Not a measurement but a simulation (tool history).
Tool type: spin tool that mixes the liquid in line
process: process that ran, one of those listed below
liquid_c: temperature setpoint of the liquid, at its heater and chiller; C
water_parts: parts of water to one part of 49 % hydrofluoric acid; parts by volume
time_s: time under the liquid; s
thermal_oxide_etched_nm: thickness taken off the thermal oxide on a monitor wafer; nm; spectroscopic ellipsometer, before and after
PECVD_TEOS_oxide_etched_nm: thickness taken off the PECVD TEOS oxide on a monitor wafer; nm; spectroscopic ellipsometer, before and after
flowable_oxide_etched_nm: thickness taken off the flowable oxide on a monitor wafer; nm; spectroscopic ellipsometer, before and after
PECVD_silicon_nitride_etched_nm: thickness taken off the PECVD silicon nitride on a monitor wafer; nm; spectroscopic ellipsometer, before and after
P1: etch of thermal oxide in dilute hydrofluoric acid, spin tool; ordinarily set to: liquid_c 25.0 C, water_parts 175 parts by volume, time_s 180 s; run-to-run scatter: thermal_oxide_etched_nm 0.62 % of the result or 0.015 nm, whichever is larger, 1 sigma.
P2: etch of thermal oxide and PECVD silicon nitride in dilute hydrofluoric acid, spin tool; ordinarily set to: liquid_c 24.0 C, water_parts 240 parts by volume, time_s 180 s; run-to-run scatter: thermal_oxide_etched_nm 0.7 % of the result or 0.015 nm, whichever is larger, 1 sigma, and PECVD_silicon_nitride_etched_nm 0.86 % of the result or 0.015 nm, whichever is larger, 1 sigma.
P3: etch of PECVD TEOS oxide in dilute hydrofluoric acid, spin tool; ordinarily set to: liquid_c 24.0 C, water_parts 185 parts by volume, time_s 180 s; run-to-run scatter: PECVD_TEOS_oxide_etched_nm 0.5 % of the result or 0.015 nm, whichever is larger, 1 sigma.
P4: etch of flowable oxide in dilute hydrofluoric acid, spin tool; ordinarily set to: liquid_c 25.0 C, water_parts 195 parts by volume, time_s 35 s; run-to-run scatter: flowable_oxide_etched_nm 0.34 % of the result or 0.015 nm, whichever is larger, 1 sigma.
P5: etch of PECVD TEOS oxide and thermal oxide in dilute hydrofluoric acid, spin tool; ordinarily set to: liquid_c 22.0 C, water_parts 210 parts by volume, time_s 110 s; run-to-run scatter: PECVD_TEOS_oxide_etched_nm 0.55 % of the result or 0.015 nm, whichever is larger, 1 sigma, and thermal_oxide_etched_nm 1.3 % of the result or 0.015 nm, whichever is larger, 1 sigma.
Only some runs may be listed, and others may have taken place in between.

run	hour	process	liquid_c	water_parts	time_s	hours since the thermometer was replaced	hours since the hydrofluoric acid flow meter was replaced	thermal_oxide_etched_nm	PECVD_TEOS_oxide_etched_nm	flowable_oxide_etched_nm	PECVD_silicon_nitride_etched_nm
1	14.8	P1	25.0	175	180	895.2	290.1	4.80260			
2	27.8	P1	19.5	175	180	908.2	303.1	3.87030			
3	42.4	P5	22.0	380	110	922.8	317.7	0.96781	5.7964		
4	51.0	P3	24.0	185	180	931.4	326.3		7.6742		
5	66.5	P1	25.0	280	180	946.9	341.8	2.69840			
6	80.4	P1	25.0	320	80	960.8	355.7	0.96808			
7	91.9	P3	31.5	185	180	972.3	367.2		9.9439		
8	101.8	P1	25.0	175	15	982.2	377.1	0.39423			
9	117.1	P4	32.5	195	35	997.5	392.4			14.2850	
10	127.7	P5	22.0	210	110	1008.1	403.0	2.01100	12.3150		
11	136.6	P2	31.0	240	180	1017.0	411.9	3.82060			4.0491
12	146.8	P1	25.0	175	180	1027.2	422.1	4.83780			
13	154.1	P2	24.0	240	285	1034.5	429.4	4.78890			4.2088
14	166.7	P3	24.0	75	180	1047.1	442.0		21.4940		
15	177.5	P2	24.0	240	180	1057.9	452.8	2.99980			2.6190
16	191.0	P5	17.0	210	110	1071.4	466.3	1.69080	10.1700		
17	204.6	P4	25.0	105	35	1085.0	479.9			22.5700	
18	219.7	P1	33.0	175	180	1100.1	495.0	6.33260			
19	227.6	P4	25.0	195	15	1108.0	502.9			4.6934	
20	242.2	P1	19.0	85	180	1122.6	517.5	8.60050			
21	257.3	P2	24.0	370	180	1137.7	532.6	1.68460			1.7874
22	268.7	P1	25.0	70	330	1149.1	544.0	25.03100			
23	283.5	P1	25.0	175	180	1163.9	558.8	4.75470			
24	290.5	P4	25.0	195	35	1170.9	565.8			10.8940	
25	304.0	P5	22.0	210	185	1184.4	579.3	3.38980	20.8660		
26	316.0	P1	25.0	175	330	1196.4	591.3	8.79350			

Estimate the outcome of run 27 from the log above:
27	332.1	P1	25.0	35	180	1212.5	607.4	?			

{"run 27": {"thermal_oxide_etched_nm": 28.716}}
